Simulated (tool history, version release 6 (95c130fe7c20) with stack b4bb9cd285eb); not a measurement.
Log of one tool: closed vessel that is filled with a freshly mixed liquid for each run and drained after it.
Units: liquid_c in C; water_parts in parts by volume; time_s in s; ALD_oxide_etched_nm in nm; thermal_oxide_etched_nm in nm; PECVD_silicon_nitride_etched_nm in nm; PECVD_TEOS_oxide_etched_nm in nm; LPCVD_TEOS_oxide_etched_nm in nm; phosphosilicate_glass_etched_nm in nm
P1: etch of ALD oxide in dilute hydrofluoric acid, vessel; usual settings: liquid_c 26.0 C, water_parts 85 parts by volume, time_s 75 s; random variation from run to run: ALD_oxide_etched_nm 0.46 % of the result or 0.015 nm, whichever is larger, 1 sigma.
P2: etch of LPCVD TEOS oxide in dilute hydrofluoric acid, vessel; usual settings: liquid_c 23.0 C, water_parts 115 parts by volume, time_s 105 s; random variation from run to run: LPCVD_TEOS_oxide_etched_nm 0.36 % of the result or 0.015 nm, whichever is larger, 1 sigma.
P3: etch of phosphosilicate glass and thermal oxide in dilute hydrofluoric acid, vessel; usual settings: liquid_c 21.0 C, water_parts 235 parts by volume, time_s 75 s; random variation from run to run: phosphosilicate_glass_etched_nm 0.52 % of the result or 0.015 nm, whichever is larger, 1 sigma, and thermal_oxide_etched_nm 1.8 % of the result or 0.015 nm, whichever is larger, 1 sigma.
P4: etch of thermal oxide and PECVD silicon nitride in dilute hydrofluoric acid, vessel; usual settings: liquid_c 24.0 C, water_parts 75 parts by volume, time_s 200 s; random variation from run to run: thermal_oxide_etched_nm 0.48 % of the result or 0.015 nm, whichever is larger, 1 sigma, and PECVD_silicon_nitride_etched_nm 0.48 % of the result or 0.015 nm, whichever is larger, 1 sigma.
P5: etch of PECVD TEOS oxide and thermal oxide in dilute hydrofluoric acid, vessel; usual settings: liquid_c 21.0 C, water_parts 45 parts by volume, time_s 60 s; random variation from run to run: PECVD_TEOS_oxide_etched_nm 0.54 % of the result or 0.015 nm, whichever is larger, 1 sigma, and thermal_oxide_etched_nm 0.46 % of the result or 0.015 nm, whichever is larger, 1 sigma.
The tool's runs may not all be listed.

run	hour	process	liquid_c	water_parts	time_s	hours since the thermometer was replaced	hours since the hydrofluoric acid flow meter was replaced	ALD_oxide_etched_nm	thermal_oxide_etched_nm	PECVD_silicon_nitride_etched_nm	PECVD_TEOS_oxide_etched_nm	LPCVD_TEOS_oxide_etched_nm	phosphosilicate_glass_etched_nm
1	2.7	P1	26.0	85	75	1026.5	319.3	10.3390					
2	5.6	P1	29.5	85	40	1029.4	322.2	6.3242					
3	8.2	P4	24.0	75	90	1032.0	324.8		5.69370	6.470			
4	13.0	P1	26.0	130	75	1036.8	329.6	6.3714					
5	17.6	P5	21.0	45	60	1041.4	334.2		6.00920		24.676		
6	21.5	P2	28.0	115	105	1045.3	338.1					52.659	
7	25.6	P1	26.0	85	75	1049.4	342.2	10.3870					
8	27.8	P4	24.0	75	200	1051.6	344.4		12.68200	14.430			
9	31.7	P2	23.0	115	35	1055.5	348.3					14.518	
# hour 34.8: thermometer replaced
10	35.0	P1	26.0	85	75	0.3	351.6	10.3150					
11	38.8	P3	21.0	235	75	4.1	355.4		1.15590				26.941
12	43.1	P1	26.0	85	75	8.4	359.7	10.4660					
13	46.9	P3	21.0	330	75	12.2	363.5		0.75575				17.505
14	49.4	P5	21.0	20	60	14.7	366.0		13.93200		56.898		
15	53.7	P1	31.0	85	75	19.0	370.3	12.5690					
16	57.5	P1	21.0	85	30	22.8	374.1	3.3734					
17	60.4	P4	24.0	20	200	25.7	377.0		51.26000	51.701			
18	65.3	P1	26.0	85	120	30.6	381.9	16.6640					
19	69.7	P5	21.0	45	30	35.0	386.3		3.00320		12.331		
20	72.1	P3	21.0	235	30	37.4	388.7		0.44057				10.838
21	74.6	P2	23.0	190	105	39.9	391.2					24.089	
22	78.1	P1	19.0	85	75	43.4	394.7	7.7616					
23	82.6	P4	19.0	75	200	47.9	399.2		10.27000	10.230			
24	85.4	P5	21.0	45	60	50.7	402.0		6.01910		24.617		
25	88.2	P2	23.0	115	105	53.5	404.8					43.175	
26	91.3	P1	26.0	85	75	56.6	407.9	10.3160					
27	95.6	P1	26.0	85	30	60.9	412.2	4.1359					
28	99.5	P1	26.0	85	75	64.8	416.1	10.3320					
29	102.8	P1	26.0	20	75	68.1	419.4	48.3750					
30	107.5	P5	25.0	45	60	72.8	424.1		7.06420		29.114		
31	110.7	P2	23.0	115	105	76.0	427.3					43.319	
32	113.4	P3	17.0	235	75	78.7	430.0		0.97675				23.303
33	116.6	P1	26.0	85	75	81.9	433.2	10.3580					
34	120.6	P1	26.0	85	75	85.9	437.2	10.7090					
35	123.4	P1	26.0	85	75	88.7	440.0	10.8570					
36	127.3	P1	26.0	85	75	92.6	443.9	11.0530					
37	131.4	P1	26.0	85	75	96.7	448.0	11.1100					
38	134.9	P1	26.0	85	75	100.2	451.5	11.1060					
39	137.4	P1	26.0	85	75	102.7	454.0	11.2210					
40	140.4	P1	26.0	85	75	105.7	457.0	11.2090					
41	144.5	P1	26.0	85	75	109.8	461.1	11.1750					
42	148.1	P1	26.0	85	75	113.4	464.7	11.2270					
43	150.6	P1	26.0	85	75	115.9	467.2	11.1990					
44	153.3	P1	26.0	85	75	118.6	469.9	11.2520					

What P1 gives has crept away from where it was. These 2 causes fit the log equally well, each at the size given:
A: hydrofluoric acid flow above the setpoint (%) = 7.53
B: liquid hotter than its thermometer reads (K) = 2.07
The creep began at about hour 116.6.

4 check runs are offered, one wafer each, their results left as question marks. Which one tells the causes apart?
check 1	156.0	P2	23.0	115	105							?	
check 2	156.0	P5	21.0	45	60				?		?		
check 3	156.0	P3	21.0	235	75				?				?
check 4	156.0	P4	24.0	75	200				?	?			

What each check would give under each cause:
check	result	if A	if B
check 1	LPCVD_TEOS_oxide_etched_nm	47.000	46.955
check 2	thermal_oxide_etched_nm	6.49390	6.56170
check 2	PECVD_TEOS_oxide_etched_nm	26.570	26.847
check 3	thermal_oxide_etched_nm	1.22920	1.21440
check 3	phosphosilicate_glass_etched_nm	29.609	29.251
check 4	thermal_oxide_etched_nm	13.72800	13.77700
check 4	PECVD_silicon_nitride_etched_nm	15.484	16.531
How far apart the two closest causes lie, in the result that separates them most: check 1 0.1 %; check 2 1.04 %; check 3 1.22 %; check 4 6.54 %
Check 4 tells the causes apart: in the others they would give nearly the same result.

Then check 4 was run and gave: thermal_oxide_etched_nm 13.63800 nm; PECVD_silicon_nitride_etched_nm 15.565 nm. Which cause is it?

It is A: hydrofluoric acid flow above the setpoint (%).

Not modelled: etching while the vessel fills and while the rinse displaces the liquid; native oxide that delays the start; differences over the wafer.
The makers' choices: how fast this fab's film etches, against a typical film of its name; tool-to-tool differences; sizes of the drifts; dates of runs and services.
